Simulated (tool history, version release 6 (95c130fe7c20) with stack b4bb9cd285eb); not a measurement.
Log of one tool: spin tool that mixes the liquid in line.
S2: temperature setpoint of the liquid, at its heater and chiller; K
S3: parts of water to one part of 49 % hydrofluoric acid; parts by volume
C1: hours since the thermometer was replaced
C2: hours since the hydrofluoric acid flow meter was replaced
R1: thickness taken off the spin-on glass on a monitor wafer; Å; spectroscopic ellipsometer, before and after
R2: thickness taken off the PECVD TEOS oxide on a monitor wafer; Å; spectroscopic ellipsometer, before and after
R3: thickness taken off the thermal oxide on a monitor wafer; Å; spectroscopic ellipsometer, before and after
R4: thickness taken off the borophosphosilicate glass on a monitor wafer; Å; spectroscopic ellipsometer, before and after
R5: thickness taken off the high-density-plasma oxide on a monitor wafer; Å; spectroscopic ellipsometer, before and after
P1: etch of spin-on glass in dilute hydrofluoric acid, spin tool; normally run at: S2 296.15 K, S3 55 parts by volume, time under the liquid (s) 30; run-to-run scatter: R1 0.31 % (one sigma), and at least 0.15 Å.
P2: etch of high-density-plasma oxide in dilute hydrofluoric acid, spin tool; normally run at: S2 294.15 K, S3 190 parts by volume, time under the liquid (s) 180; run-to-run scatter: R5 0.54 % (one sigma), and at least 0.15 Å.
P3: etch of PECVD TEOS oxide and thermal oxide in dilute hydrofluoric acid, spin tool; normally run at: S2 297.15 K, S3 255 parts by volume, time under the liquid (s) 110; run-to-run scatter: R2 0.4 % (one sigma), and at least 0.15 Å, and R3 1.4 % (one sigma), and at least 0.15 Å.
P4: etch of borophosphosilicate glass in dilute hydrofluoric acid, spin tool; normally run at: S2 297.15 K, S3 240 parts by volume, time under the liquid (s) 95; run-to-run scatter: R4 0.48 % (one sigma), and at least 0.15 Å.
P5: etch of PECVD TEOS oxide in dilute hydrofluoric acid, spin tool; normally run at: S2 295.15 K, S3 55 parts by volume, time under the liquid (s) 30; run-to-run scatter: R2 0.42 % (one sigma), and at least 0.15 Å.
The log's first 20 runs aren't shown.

run 21 day=4.533 | process_that_ran=P2 S2=294.15 S3=190 time_under_the_liquid_(s)=180 | C1=48.2 C2=668.6 | R5=39.832
run 22 day=4.742 | process_that_ran=P5 S2=300.65 S3=55 time_under_the_liquid_(s)=30 | C1=53.2 C2=673.6 | R2=99.093
run 23 day=4.904 | process_that_ran=P1 S2=296.15 S3=90 time_under_the_liquid_(s)=30 | C1=57.1 C2=677.5 | R1=118.650
run 24 day=5.100 | process_that_ran=P1 S2=296.15 S3=55 time_under_the_liquid_(s)=30 | C1=61.8 C2=682.2 | R1=201.710
run 25 day=5.379 | process_that_ran=P1 S2=290.15 S3=35 time_under_the_liquid_(s)=30 | C1=68.5 C2=688.9 | R1=252.140
-- day=5.467 hydrofluoric acid flow meter replaced
run 26 day=5.546 | process_that_ran=P3 S2=297.15 S3=255 time_under_the_liquid_(s)=110 | C1=72.5 C2=1.9 | R2=102.740 R3=17.475
run 27 day=5.850 | process_that_ran=P1 S2=291.65 S3=55 time_under_the_liquid_(s)=15 | C1=79.8 C2=9.2 | R1=83.275
run 28 day=6.133 | process_that_ran=P1 S2=296.15 S3=55 time_under_the_liquid_(s)=60 | C1=86.6 C2=16.0 | R1=402.650
run 29 day=6.408 | process_that_ran=P3 S2=305.15 S3=255 time_under_the_liquid_(s)=110 | C1=93.2 C2=22.6 | R2=135.480 R3=23.686
run 30 day=6.579 | process_that_ran=P1 S2=296.15 S3=55 time_under_the_liquid_(s)=30 | C1=97.3 C2=26.7 | R1=202.990
run 31 day=6.783 | process_that_ran=P2 S2=290.15 S3=190 time_under_the_liquid_(s)=180 | C1=102.2 C2=31.6 | R5=33.544
run 32 day=6.962 | process_that_ran=P1 S2=296.15 S3=55 time_under_the_liquid_(s)=30 | C1=106.5 C2=35.9 | R1=202.330
run 33 day=7.146 | process_that_ran=P1 S2=296.15 S3=55 time_under_the_liquid_(s)=30 | C1=110.9 C2=40.3 | R1=207.940
run 34 day=7.379 | process_that_ran=P1 S2=296.15 S3=55 time_under_the_liquid_(s)=30 | C1=116.5 C2=45.9 | R1=211.970

Run 35 comes next. What will it give?
run 35 day=7.533 | process_that_ran=P1 S2=296.15 S3=55 time_under_the_liquid_(s)=30 | C1=120.2 C2=49.6 | R1=?

R1: 214.870 Å
